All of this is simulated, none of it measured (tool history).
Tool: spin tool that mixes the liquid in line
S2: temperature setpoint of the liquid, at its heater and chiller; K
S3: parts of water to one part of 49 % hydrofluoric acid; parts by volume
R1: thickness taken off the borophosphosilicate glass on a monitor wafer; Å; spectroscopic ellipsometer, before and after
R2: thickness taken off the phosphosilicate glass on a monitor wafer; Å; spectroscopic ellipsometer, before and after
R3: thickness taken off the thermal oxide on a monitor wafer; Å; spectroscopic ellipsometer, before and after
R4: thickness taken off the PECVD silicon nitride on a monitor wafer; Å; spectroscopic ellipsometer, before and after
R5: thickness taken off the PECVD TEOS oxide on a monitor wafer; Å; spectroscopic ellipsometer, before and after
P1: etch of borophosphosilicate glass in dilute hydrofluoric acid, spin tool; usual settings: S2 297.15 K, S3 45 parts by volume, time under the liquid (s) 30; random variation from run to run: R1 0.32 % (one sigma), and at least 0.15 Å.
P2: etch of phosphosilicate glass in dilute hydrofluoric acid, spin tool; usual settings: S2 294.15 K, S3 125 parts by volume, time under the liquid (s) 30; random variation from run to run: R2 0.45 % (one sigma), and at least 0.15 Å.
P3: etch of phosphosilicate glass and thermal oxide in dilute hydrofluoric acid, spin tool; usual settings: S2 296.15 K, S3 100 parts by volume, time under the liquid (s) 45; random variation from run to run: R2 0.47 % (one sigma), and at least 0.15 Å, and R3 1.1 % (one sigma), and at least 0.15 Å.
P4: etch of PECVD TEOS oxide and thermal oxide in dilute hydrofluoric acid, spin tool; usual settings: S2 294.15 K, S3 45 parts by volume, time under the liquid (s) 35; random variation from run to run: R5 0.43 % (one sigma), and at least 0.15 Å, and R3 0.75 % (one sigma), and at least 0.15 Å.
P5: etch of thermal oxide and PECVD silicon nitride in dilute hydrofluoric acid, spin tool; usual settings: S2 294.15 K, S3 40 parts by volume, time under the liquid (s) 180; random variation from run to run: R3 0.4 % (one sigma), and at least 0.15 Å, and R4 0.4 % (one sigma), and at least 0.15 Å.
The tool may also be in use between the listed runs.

Run 1, hour 9.4: process that ran P1, S2 297.15 K, S3 45 parts by volume, time under the liquid (s) 30. Result: R1 187.2 Å.
Run 2, hour 16: process that ran P1, S2 297.15 K, S3 45 parts by volume, time under the liquid (s) 15. Result: R1 93.885 Å.
Run 3, hour 24.3: process that ran P2, S2 294.15 K, S3 125 parts by volume, time under the liquid (s) 30. Result: R2 213.17 Å.
Run 4, hour 30.7: process that ran P3, S2 296.15 K, S3 150 parts by volume, time under the liquid (s) 45. Result: R2 157.41 Å, R3 13.077 Å.
Run 5, hour 36.5: process that ran P3, S2 296.15 K, S3 100 parts by volume, time under the liquid (s) 45. Result: R2 249.43 Å, R3 21.229 Å.
Run 6, hour 42.2: process that ran P5, S2 294.15 K, S3 40 parts by volume, time under the liquid (s) 180. Result: R3 197.41 Å, R4 67.813 Å.
Run 7, hour 52.1: process that ran P1, S2 292.65 K, S3 45 parts by volume, time under the liquid (s) 30. Result: R1 154.92 Å.
At hour 54.6: thermometer replaced.
Run 8, hour 62.4: process that ran P1, S2 297.15 K, S3 45 parts by volume, time under the liquid (s) 50. Result: R1 311.09 Å.
Run 9, hour 72.5: process that ran P3, S2 296.15 K, S3 100 parts by volume, time under the liquid (s) 25. Result: R2 139.7 Å, R3 11.275 Å.
Run 10, hour 82.1: process that ran P5, S2 290.15 K, S3 40 parts by volume, time under the liquid (s) 180. Result: R3 165.84 Å, R4 50.511 Å.
Run 11, hour 88.7: process that ran P2, S2 294.15 K, S3 125 parts by volume, time under the liquid (s) 30. Result: R2 213.69 Å.
Run 12, hour 95.1: process that ran P4, S2 294.15 K, S3 45 parts by volume, time under the liquid (s) 35. Result: R3 36.145 Å, R5 77.988 Å.
Run 13, hour 104.7: process that ran P4, S2 294.15 K, S3 45 parts by volume, time under the liquid (s) 35. Result: R3 35.86 Å, R5 77.617 Å.
Run 14, hour 111.4: process that ran P1, S2 304.65 K, S3 45 parts by volume, time under the liquid (s) 45. Result: R1 378.64 Å.
Run 15, hour 122.7: process that ran P1, S2 297.15 K, S3 70 parts by volume, time under the liquid (s) 30. Result: R1 116.41 Å.
Run 16, hour 128: process that ran P1, S2 297.15 K, S3 20 parts by volume, time under the liquid (s) 30. Result: R1 436.13 Å.
Run 17, hour 134.4: process that ran P4, S2 294.15 K, S3 65 parts by volume, time under the liquid (s) 35. Result: R3 23.46 Å, R5 52.518 Å.
Run 18, hour 141.7: process that ran P4, S2 294.15 K, S3 45 parts by volume, time under the liquid (s) 20. Result: R3 20.581 Å, R5 44.83 Å.
Run 19, hour 149.2: process that ran P1, S2 297.15 K, S3 45 parts by volume, time under the liquid (s) 30. Result: R1 186.97 Å.
Run 20, hour 156.1: process that ran P3, S2 290.15 K, S3 100 parts by volume, time under the liquid (s) 45. Result: R2 196.22 Å, R3 16.669 Å.
Run 21, hour 163.5: process that ran P1, S2 291.65 K, S3 75 parts by volume, time under the liquid (s) 30. Result: R1 86.392 Å.

Run 22 comes next. What will it give?
Run 22, hour 173.4: process that ran P1, S2 304.15 K, S3 45 parts by volume, time under the liquid (s) 45. Result: R1 ?.

Run 22 gave R1 372.51 Å.
